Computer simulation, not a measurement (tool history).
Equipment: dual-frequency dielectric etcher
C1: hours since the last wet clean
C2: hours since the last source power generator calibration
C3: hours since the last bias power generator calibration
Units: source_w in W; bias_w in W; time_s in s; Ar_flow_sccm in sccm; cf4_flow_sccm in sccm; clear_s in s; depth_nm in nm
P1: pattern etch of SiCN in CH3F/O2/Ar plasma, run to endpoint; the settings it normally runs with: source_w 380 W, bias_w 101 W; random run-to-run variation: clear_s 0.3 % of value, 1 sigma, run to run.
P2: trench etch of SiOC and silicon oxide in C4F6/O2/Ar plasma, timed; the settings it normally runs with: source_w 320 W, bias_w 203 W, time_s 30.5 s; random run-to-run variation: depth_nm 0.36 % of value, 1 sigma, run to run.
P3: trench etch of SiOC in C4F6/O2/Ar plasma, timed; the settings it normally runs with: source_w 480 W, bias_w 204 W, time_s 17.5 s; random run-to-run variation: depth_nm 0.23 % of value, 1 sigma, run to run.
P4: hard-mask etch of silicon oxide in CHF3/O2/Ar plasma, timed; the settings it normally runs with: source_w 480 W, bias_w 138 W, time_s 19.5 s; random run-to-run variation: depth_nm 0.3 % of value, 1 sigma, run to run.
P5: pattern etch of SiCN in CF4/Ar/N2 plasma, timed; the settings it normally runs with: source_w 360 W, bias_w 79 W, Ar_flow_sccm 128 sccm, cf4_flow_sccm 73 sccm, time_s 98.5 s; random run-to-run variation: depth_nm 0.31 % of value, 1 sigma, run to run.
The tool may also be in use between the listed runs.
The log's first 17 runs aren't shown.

Run 18, hour 214.2: process P5, source_w 360 W, bias_w 79 W, time_s 98.5 s, Ar_flow_sccm 128 sccm, cf4_flow_sccm 73 sccm; C1 275.5; C2 1442.0; C3 1831.4. Result: depth_nm 72.288 nm.
Run 19, hour 223.2: process P1, source_w 380 W, bias_w 101 W; C1 284.5; C2 1451.0; C3 1840.4. Result: clear_s 25.318 s.
Run 20, hour 236.7: process P1, source_w 510 W, bias_w 119 W; C1 298.0; C2 1464.5; C3 1853.9. Result: clear_s 21.339 s.
Run 21, hour 251.8: process P1, source_w 380 W, bias_w 70 W; C1 313.1; C2 1479.6; C3 1869.0. Result: clear_s 29.020 s.
Run 22, hour 261.2: process P2, source_w 320 W, bias_w 140 W, time_s 30.5 s; C1 322.5; C2 1489.0; C3 1878.4. Result: depth_nm 53.355 nm.
Run 23, hour 273.7: process P2, source_w 320 W, bias_w 203 W, time_s 41.0 s; C1 335.0; C2 1501.5; C3 1890.9. Result: depth_nm 80.041 nm.
Run 24, hour 285.5: process P1, source_w 310 W, bias_w 131 W; C1 346.8; C2 1513.3; C3 1902.7. Result: clear_s 24.585 s.
Run 25, hour 293.2: process P4, source_w 480 W, bias_w 138 W, time_s 10.5 s; C1 354.5; C2 1521.0; C3 1910.4. Result: depth_nm 17.227 nm.
Run 26, hour 304.9: process P5, source_w 360 W, bias_w 57 W, time_s 98.5 s, Ar_flow_sccm 128 sccm, cf4_flow_sccm 73 sccm; C1 366.2; C2 1532.7; C3 1922.1. Result: depth_nm 64.593 nm.
Run 27, hour 318.9: process P5, source_w 360 W, bias_w 79 W, time_s 98.5 s, Ar_flow_sccm 82 sccm, cf4_flow_sccm 73 sccm; C1 380.2; C2 1546.7; C3 1936.1. Result: depth_nm 76.977 nm.
Run 28, hour 331.0: process P1, source_w 380 W, bias_w 119 W; C1 392.3; C2 1558.8; C3 1948.2. Result: clear_s 23.726 s.
Run 29, hour 340.0: process P1, source_w 460 W, bias_w 101 W; C1 401.3; C2 1567.8; C3 1957.2. Result: clear_s 23.508 s.
Run 30, hour 355.9: process P3, source_w 290 W, bias_w 204 W, time_s 17.5 s; C1 417.2; C2 1583.7; C3 1973.1. Result: depth_nm 33.307 nm.
Run 31, hour 369.3: process P3, source_w 480 W, bias_w 252 W, time_s 17.5 s; C1 430.6; C2 1597.1; C3 1986.5. Result: depth_nm 43.220 nm.
Run 32, hour 383.7: process P5, source_w 360 W, bias_w 79 W, time_s 98.5 s, Ar_flow_sccm 128 sccm, cf4_flow_sccm 46 sccm; C1 445.0; C2 1611.5; C3 2000.9. Result: depth_nm 67.821 nm.
Run 33, hour 396.5: process P1, source_w 380 W, bias_w 101 W; C1 457.8; C2 1624.3; C3 2013.7. Result: clear_s 25.297 s.
Run 34, hour 411.0: process P1, source_w 380 W, bias_w 101 W; C1 472.3; C2 1638.8; C3 2028.2. Result: clear_s 25.581 s.
Run 35, hour 424.5: process P1, source_w 380 W, bias_w 101 W; C1 485.8; C2 1652.3; C3 2041.7. Result: clear_s 25.649 s.
Run 36, hour 437.3: process P1, source_w 380 W, bias_w 101 W; C1 498.6; C2 1665.1; C3 2054.5. Result: clear_s 25.697 s.
Run 37, hour 447.2: process P1, source_w 380 W, bias_w 101 W; C1 508.5; C2 1675.0; C3 2064.4. Result: clear_s 25.612 s.
Run 38, hour 462.8: process P1, source_w 380 W, bias_w 101 W; C1 524.1; C2 1690.6; C3 2080.0. Result: clear_s 25.700 s.
At hour 466.2: wet clean of the chamber.
Run 39, hour 478.7: process P1, source_w 380 W, bias_w 101 W; C1 12.6; C2 1706.5; C3 2095.9. Result: clear_s 25.603 s.
Run 40, hour 492.7: process P1, source_w 380 W, bias_w 101 W; C1 26.6; C2 1720.5; C3 2109.9. Result: clear_s 25.709 s.
Run 41, hour 505.9: process P1, source_w 380 W, bias_w 101 W; C1 39.8; C2 1733.7; C3 2123.1. Result: clear_s 25.731 s.

Estimate the outcome of run 42 from the log above:
Run 42, hour 520.6: process P1, source_w 380 W, bias_w 101 W; C1 54.5; C2 1748.4; C3 2137.8. Result: clear_s ?.

clear_s: 25.779 s
